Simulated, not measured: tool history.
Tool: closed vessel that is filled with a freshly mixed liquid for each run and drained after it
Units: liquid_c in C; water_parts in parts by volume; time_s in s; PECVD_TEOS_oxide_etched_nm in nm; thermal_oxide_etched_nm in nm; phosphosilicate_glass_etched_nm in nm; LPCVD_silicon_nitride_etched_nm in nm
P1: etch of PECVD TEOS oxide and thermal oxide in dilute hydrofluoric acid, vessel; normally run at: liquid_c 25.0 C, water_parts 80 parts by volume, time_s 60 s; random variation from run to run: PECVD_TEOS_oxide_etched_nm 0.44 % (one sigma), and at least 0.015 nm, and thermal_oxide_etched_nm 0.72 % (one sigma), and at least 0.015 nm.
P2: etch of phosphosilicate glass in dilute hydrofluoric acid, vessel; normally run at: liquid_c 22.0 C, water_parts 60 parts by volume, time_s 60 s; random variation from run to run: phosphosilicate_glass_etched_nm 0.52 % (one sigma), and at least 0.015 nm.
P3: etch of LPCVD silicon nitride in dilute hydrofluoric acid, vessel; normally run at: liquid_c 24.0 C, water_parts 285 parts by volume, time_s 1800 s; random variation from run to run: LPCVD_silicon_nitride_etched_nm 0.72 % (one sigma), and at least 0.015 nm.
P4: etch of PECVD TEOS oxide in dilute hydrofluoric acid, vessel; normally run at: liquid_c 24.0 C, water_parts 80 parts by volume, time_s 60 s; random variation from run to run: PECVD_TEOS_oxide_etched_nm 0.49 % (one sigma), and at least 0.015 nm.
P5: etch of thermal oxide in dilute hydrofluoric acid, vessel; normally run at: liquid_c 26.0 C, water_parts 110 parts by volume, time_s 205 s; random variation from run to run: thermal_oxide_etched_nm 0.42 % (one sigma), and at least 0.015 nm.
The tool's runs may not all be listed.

| run | day | process | liquid_c | water_parts | time_s | PECVD_TEOS_oxide_etched_nm | thermal_oxide_etched_nm | phosphosilicate_glass_etched_nm | LPCVD_silicon_nitride_etched_nm |
|---|---|---|---|---|---|---|---|---|---|
| 1 | 0.533 | P1 | 25.0 | 80 | 60 | 22.7230 | 3.8756 |  |  |
| 2 | 1.217 | P4 | 32.0 | 80 | 60 | 16.6660 |  |  |  |
| 3 | 1.900 | P2 | 22.0 | 60 | 30 |  |  | 30.072 |  |
| 4 | 2.483 | P1 | 25.0 | 80 | 60 | 22.7060 | 3.8605 |  |  |
| 5 | 3.125 | P5 | 26.0 | 190 | 205 |  | 4.7963 |  |  |
| 6 | 3.471 | P1 | 25.0 | 80 | 60 | 22.7900 | 3.8775 |  |  |
| 7 | 4.179 | P1 | 25.0 | 80 | 60 | 22.9110 | 3.8023 |  |  |
| 8 | 4.817 | P5 | 26.0 | 110 | 30 |  | 1.3299 |  |  |
| 9 | 5.483 | P4 | 24.0 | 130 | 60 | 6.9914 |  |  |  |
| 10 | 6.158 | P1 | 25.0 | 80 | 95 | 35.8450 | 6.1221 |  |  |
| 11 | 6.888 | P3 | 18.5 | 285 | 1800 |  |  |  | 2.3879 |
| 12 | 7.675 | P2 | 22.0 | 35 | 60 |  |  | 107.070 |  |
| 13 | 8.317 | P1 | 25.0 | 80 | 60 | 22.8900 | 3.8531 |  |  |
| 14 | 8.950 | P3 | 24.0 | 285 | 1800 |  |  |  | 3.3281 |
| 15 | 9.571 | P1 | 25.0 | 30 | 35 | 37.6960 | 6.4345 |  |  |
| 16 | 10.138 | P3 | 24.0 | 110 | 1800 |  |  |  | 8.5195 |
| 17 | 10.725 | P1 | 32.0 | 80 | 60 | 29.6800 | 5.0674 |  |  |
| 18 | 11.354 | P1 | 25.0 | 35 | 60 | 55.1670 | 9.4382 |  |  |
| 19 | 12.129 | P1 | 25.0 | 80 | 60 | 22.7340 | 3.8273 |  |  |
| 20 | 12.500 | P4 | 24.0 | 80 | 30 | 6.0794 |  |  |  |
| 21 | 13.004 | P5 | 26.0 | 110 | 205 |  | 9.0253 |  |  |
| 22 | 13.596 | P4 | 24.0 | 80 | 60 | 12.1450 |  |  |  |
| 23 | 14.162 | P5 | 30.5 | 110 | 205 |  | 10.7780 |  |  |
| 24 | 14.862 | P1 | 28.5 | 80 | 30 | 13.0640 | 2.2257 |  |  |
| 25 | 15.225 | P3 | 24.0 | 285 | 2905 |  |  |  | 5.3508 |
| 26 | 15.683 | P2 | 22.0 | 60 | 60 |  |  | 60.377 |  |
| 27 | 16.179 | P2 | 27.0 | 60 | 60 |  |  | 73.847 |  |
| 28 | 16.792 | P1 | 25.0 | 80 | 30 | 11.2970 | 1.9220 |  |  |
| 29 | 17.375 | P2 | 22.0 | 60 | 60 |  |  | 61.034 |  |
| 30 | 18.150 | P1 | 18.0 | 80 | 60 | 17.1140 | 2.8847 |  |  |
| 31 | 18.854 | P1 | 25.0 | 140 | 60 | 12.0850 | 2.0240 |  |  |
| 32 | 19.296 | P1 | 25.0 | 80 | 60 | 22.7400 | 3.8967 |  |  |
| 33 | 19.750 | P1 | 25.0 | 80 | 60 | 23.7550 | 4.0373 |  |  |
| 34 | 20.146 | P1 | 25.0 | 80 | 60 | 24.1150 | 4.0597 |  |  |
| 35 | 20.925 | P1 | 25.0 | 80 | 60 | 24.8060 | 4.2068 |  |  |
| 36 | 21.296 | P1 | 25.0 | 80 | 60 | 25.0160 | 4.1931 |  |  |
| 37 | 21.900 | P1 | 25.0 | 80 | 60 | 24.9070 | 4.2269 |  |  |
| 38 | 22.246 | P1 | 25.0 | 80 | 60 | 24.9040 | 4.2803 |  |  |

What P1 gives has crept away from where it was. These 2 causes fit the log equally well, each at the size given:
A: liquid hotter than its thermometer reads (K) = 2.43
B: hydrofluoric acid flow above the setpoint (%) = 9.07
The creep began at about day 19.296.

4 check runs are offered, one wafer each, their results left as question marks. Which one tells the causes apart?
| check 1 | 22.592 | P3 | 24.0 | 285 | 1800 |  |  |  | ? |
| check 2 | 22.592 | P5 | 26.0 | 110 | 205 |  | ? |  |  |
| check 3 | 22.592 | P2 | 22.0 | 60 | 60 |  |  | ? |  |
| check 4 | 22.592 | P4 | 24.0 | 80 | 60 | ? |  |  |  |

What each check would give under each cause:
| check | result | if A | if B |
|---|---|---|---|
| check 1 | LPCVD_silicon_nitride_etched_nm | 3.8276 | 3.6002 |
| check 2 | thermal_oxide_etched_nm | 9.9856 | 10.0440 |
| check 3 | phosphosilicate_glass_etched_nm | 66.778 | 66.327 |
| check 4 | PECVD_TEOS_oxide_etched_nm | 13.3730 | 13.3540 |
How far apart the two closest causes lie, in the result that separates them most: check 1 6.12 %; check 2 0.58 %; check 3 0.68 %; check 4 0.14 %
Check 1 tells the causes apart: in the others they would give nearly the same result.

Check 1 was then run and gave: LPCVD_silicon_nitride_etched_nm 3.8300 nm. Which cause is it?

It is A: liquid hotter than its thermometer reads (K).
